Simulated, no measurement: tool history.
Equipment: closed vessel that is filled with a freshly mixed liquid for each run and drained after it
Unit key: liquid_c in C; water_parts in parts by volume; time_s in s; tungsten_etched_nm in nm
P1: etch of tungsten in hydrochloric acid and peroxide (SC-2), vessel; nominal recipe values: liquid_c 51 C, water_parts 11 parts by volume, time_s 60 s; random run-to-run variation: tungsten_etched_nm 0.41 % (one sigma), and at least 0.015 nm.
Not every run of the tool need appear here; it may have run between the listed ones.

run  hour  liquid_c  water_parts  time_s  hours since the thermometer was replaced  hours since the chemicals flow meter was replaced  hours since the drum of peroxide was connected  tungsten_etched_nm
  1   6.7        51           11      60                                     965.8                                             1024.1                                           160.9              10.778
  2  15.2      37.5           11      30                                     974.3                                             1032.6                                           169.4              2.1528
  3  22.4        51           11     115                                     981.5                                             1039.8                                           176.6              20.711
  4  34.3        51           11      30                                     993.4                                             1051.7                                           188.5              5.4067
  5  45.6        51           11      60                                    1004.7                                               1063                                           199.8              10.789
  6  57.7        51          4.5      60                                    1016.8                                             1075.1                                           211.9              21.575
  7  66.4        51           20      60                                    1025.5                                             1083.8                                           220.6              6.4268
  8  75.6        63           11      60                                    1034.7                                               1093                                           229.8              23.351
  9  84.1      57.5           11      90                                    1043.2                                             1101.5                                           238.3              24.878
 10  93.3        51           11      60                                    1052.4                                             1110.7                                           247.5              10.883

What will run 11 give?
 11  99.1        64          5.5      60                                    1058.2                                             1116.5                                           253.3                   ?

Run 11 produced tungsten_etched_nm 43.042 nm.
